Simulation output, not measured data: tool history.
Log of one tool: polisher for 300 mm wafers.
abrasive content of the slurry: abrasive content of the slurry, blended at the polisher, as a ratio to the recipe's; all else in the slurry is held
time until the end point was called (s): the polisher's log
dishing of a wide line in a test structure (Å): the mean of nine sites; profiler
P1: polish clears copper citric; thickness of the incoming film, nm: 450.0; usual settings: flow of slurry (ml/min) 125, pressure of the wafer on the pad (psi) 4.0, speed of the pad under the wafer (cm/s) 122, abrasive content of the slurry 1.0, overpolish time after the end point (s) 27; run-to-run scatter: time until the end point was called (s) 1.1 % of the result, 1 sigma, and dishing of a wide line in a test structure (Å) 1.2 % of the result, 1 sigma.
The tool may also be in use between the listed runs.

run,day,flow of slurry (ml/min),pressure of the wafer on the pad (psi),speed of the pad under the wafer (cm/s),abrasive content of the slurry,overpolish time after the end point (s),wafers polished on this pad,hours since the slurry nozzle was cleaned,hours since the head pressure was calibrated,hours since the slurry blender was calibrated,time until the end point was called (s),dishing of a wide line in a test structure (Å)
1,0.183,125,4.0,122,1.0,27,857,154.8,563.7,156.1,140.790,512.23
2,0.504,75,4.0,122,1.0,27,891,162.5,571.4,163.8,157.660,468.98
3,0.812,125,5.0,122,0.8,27,924,169.9,578.8,171.2,118.440,582.61
4,1.179,125,4.0,188,1.0,27,964,178.7,587.6,180.0,92.225,677.93
5,1.354,125,4.0,122,1.5,27,982,182.9,591.8,184.2,126.650,546.75
6,1.692,125,4.0,122,0.6,27,1019,191.0,599.9,192.3,152.700,468.30
7,2.021,125,1.8,122,1.0,27,1054,198.9,607.8,200.2,307.880,267.72
8,2.300,185,4.0,122,1.0,27,1084,205.6,614.5,206.9,130.160,537.19
9,2.683,125,4.0,122,1.0,13,1125,214.8,623.7,216.1,141.000,291.12
10,2.900,170,6.0,122,1.0,27,1149,220.0,628.9,221.3,88.351,708.52
11,3.233,125,4.0,76,1.0,27,1184,228.0,636.9,229.3,224.220,357.22
12,3.475,125,6.0,122,1.0,27,1210,233.8,642.7,235.1,92.956,695.51
13,3.646,125,4.0,122,1.0,27,1229,237.9,646.8,239.2,138.300,510.73
14,3.996,125,4.0,122,1.0,46,1266,246.3,655.2,247.6,138.450,722.27
15,4.171,125,4.0,122,1.0,27,1285,250.5,659.4,251.8,140.060,519.69
16,4.521,125,4.0,122,1.0,27,1323,258.9,667.8,260.2,138.850,512.86
17,4.746,125,4.0,122,1.0,27,1347,264.3,673.2,265.6,139.100,525.66
18,5.096,125,4.0,122,1.0,27,1385,272.7,681.6,274.0,135.850,509.59
19,5.271,125,4.0,122,1.0,27,1404,276.9,685.8,278.2,143.040,502.01
20,5.629,125,4.0,122,1.0,27,1442,285.5,694.4,286.8,145.540,501.76
21,5.967,125,4.0,122,1.0,27,1478,293.6,702.5,294.9,146.930,495.69
22,6.188,125,4.0,122,1.0,27,1502,298.9,707.8,300.2,146.220,482.82
# day 6.225: worn pad replaced by a new one
# day 6.258: head pressure recalibrated
23,6.417,125,4.0,122,1.0,27,21,304.4,3.8,305.7,149.700,500.26

Forecast run 24:
24,6.800,125,4.0,122,1.0,27,62,313.6,13.0,314.9,?,?

Run 24 gave time until the end point was called (s) 150.790, dishing of a wide line in a test structure (Å) 493.15.
